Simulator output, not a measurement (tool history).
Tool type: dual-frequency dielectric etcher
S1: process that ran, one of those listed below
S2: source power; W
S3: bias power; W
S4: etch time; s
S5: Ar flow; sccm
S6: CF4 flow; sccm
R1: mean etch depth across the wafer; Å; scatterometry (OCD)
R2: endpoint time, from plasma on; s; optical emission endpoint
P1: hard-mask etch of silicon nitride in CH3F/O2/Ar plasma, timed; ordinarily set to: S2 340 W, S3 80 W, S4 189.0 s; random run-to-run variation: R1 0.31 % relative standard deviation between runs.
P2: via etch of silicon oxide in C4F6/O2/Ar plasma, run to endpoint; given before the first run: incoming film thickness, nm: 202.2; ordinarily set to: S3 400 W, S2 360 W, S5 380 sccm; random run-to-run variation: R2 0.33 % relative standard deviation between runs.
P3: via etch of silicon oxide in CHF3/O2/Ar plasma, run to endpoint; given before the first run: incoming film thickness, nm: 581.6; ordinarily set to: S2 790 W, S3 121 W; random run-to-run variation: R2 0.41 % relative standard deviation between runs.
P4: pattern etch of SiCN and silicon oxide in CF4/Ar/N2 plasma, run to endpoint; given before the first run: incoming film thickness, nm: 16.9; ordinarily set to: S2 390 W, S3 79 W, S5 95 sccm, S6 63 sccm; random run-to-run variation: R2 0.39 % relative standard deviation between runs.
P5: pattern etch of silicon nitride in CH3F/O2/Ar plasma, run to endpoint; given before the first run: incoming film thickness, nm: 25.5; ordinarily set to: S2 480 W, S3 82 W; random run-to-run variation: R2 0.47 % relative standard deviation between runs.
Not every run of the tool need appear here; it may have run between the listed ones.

run 1 day=0.442 | S1=P1 S2=340 S3=80 S4=189.0 | R1=1281.90
run 2 day=0.933 | S1=P4 S2=390 S3=62 S5=95 S6=63 | R2=23.352
run 3 day=1.171 | S1=P5 S2=620 S3=82 | R2=29.646
run 4 day=1.396 | S1=P1 S2=340 S3=80 S4=189.0 | R1=1278.90
-- day=1.571 wet clean of the chamber
run 5 day=1.621 | S1=P2 S2=360 S3=400 S5=380 | R2=51.136
run 6 day=1.992 | S1=P1 S2=340 S3=80 S4=245.0 | R1=1658.10
run 7 day=2.408 | S1=P2 S2=210 S3=400 S5=380 | R2=62.761
run 8 day=2.683 | S1=P2 S2=360 S3=400 S5=380 | R2=51.196
run 9 day=3.179 | S1=P3 S2=790 S3=121 | R2=313.730
run 10 day=3.571 | S1=P4 S2=390 S3=79 S5=95 S6=81 | R2=20.545
run 11 day=3.812 | S1=P1 S2=340 S3=80 S4=189.0 | R1=1277.00
run 12 day=4.075 | S1=P1 S2=340 S3=80 S4=107.0 | R1=720.75
run 13 day=4.342 | S1=P2 S2=360 S3=513 S5=380 | R2=46.956
run 14 day=4.562 | S1=P2 S2=360 S3=400 S5=260 | R2=49.128
run 15 day=4.962 | S1=P3 S2=1120 S3=121 | R2=273.170
run 16 day=5.362 | S1=P1 S2=340 S3=80 S4=189.0 | R1=1287.70
run 17 day=5.854 | S1=P1 S2=340 S3=62 S4=189.0 | R1=1171.10
run 18 day=6.342 | S1=P1 S2=340 S3=80 S4=189.0 | R1=1281.20
run 19 day=6.792 | S1=P1 S2=460 S3=80 S4=189.0 | R1=1432.30
run 20 day=7.079 | S1=P3 S2=790 S3=80 | R2=353.840
run 21 day=7.425 | S1=P1 S2=340 S3=106 S4=131.0 | R1=982.92
run 22 day=7.708 | S1=P1 S2=340 S3=56 S4=149.5 | R1=898.29
run 23 day=8.008 | S1=P1 S2=270 S3=80 S4=189.0 | R1=1173.50
run 24 day=8.362 | S1=P1 S2=340 S3=80 S4=189.0 | R1=1277.70
run 25 day=8.858 | S1=P5 S2=480 S3=110 | R2=29.312
run 26 day=9.138 | S1=P1 S2=340 S3=49 S4=133.5 | R1=766.60
run 27 day=9.512 | S1=P5 S2=480 S3=82 | R2=32.429
run 28 day=9.938 | S1=P4 S2=300 S3=79 S5=95 S6=63 | R2=27.092
run 29 day=10.208 | S1=P1 S2=340 S3=110 S4=189.0 | R1=1439.20
run 30 day=10.633 | S1=P4 S2=390 S3=79 S5=55 S6=63 | R2=20.000
run 31 day=11.033 | S1=P4 S2=390 S3=79 S5=95 S6=63 | R2=21.374
run 32 day=11.346 | S1=P1 S2=340 S3=80 S4=189.0 | R1=1279.00
run 33 day=11.629 | S1=P1 S2=340 S3=80 S4=189.0 | R1=1271.10
run 34 day=11.912 | S1=P1 S2=340 S3=80 S4=189.0 | R1=1265.50
run 35 day=12.388 | S1=P1 S2=340 S3=80 S4=189.0 | R1=1268.80
run 36 day=12.796 | S1=P1 S2=340 S3=80 S4=189.0 | R1=1268.60
-- day=13.125 wet clean of the chamber
run 37 day=13.150 | S1=P1 S2=340 S3=80 S4=189.0 | R1=1266.40
run 38 day=13.617 | S1=P1 S2=340 S3=80 S4=189.0 | R1=1267.20
run 39 day=14.067 | S1=P1 S2=340 S3=80 S4=189.0 | R1=1270.50
run 40 day=14.371 | S1=P1 S2=340 S3=80 S4=189.0 | R1=1260.10

Something has made what P1 gives creep away from where it was; the 2 causes below, each at its own stated size, fit the log equally well:
A: source power that arrives under what is set, % = 4.03
B: bias power that arrives under what is set, % = 4.27
The process output started creeping at around day 11.346.
Why every other cause is out:
chamber walls in a state that lowers the etch rate, %: was serviced at day 13.125, once the creep was under way, yet the earlier output never came back

Of the 4 check runs below, each run on 2 wafers with the results averaged and each result still a question mark, which one would tell the listed causes apart?
run check 1 day=14.675 | S1=P4 S2=390 S3=79 S5=79 S6=76 | R2=?
run check 2 day=14.675 | S1=P5 S2=600 S3=109 | R2=?
run check 3 day=14.675 | S1=P2 S2=220 S3=472 S5=380 | R2=?
run check 4 day=14.675 | S1=P3 S2=940 S3=82 | R2=?

How each check would come out, cause by cause:
check=check_1 result=R2 if_A=21.121 if_B=20.663
check=check_2 result=R2 if_A=27.571 if_B=27.583
check=check_3 result=R2 if_A=58.623 if_B=58.714
check=check_4 result=R2 if_A=332.910 if_B=331.160
How far apart the two closest causes lie, in the result that separates them most: check 1 2.19 %; check 2 0.04 %; check 3 0.15 %; check 4 0.53 %
The other checks would show nearly matching results whichever cause is true, so check 1 is the only one that separates the causes.

Here is what check 1 returned: R2 21.124 s. Which cause is it?

It is A: source power that arrives under what is set, %.
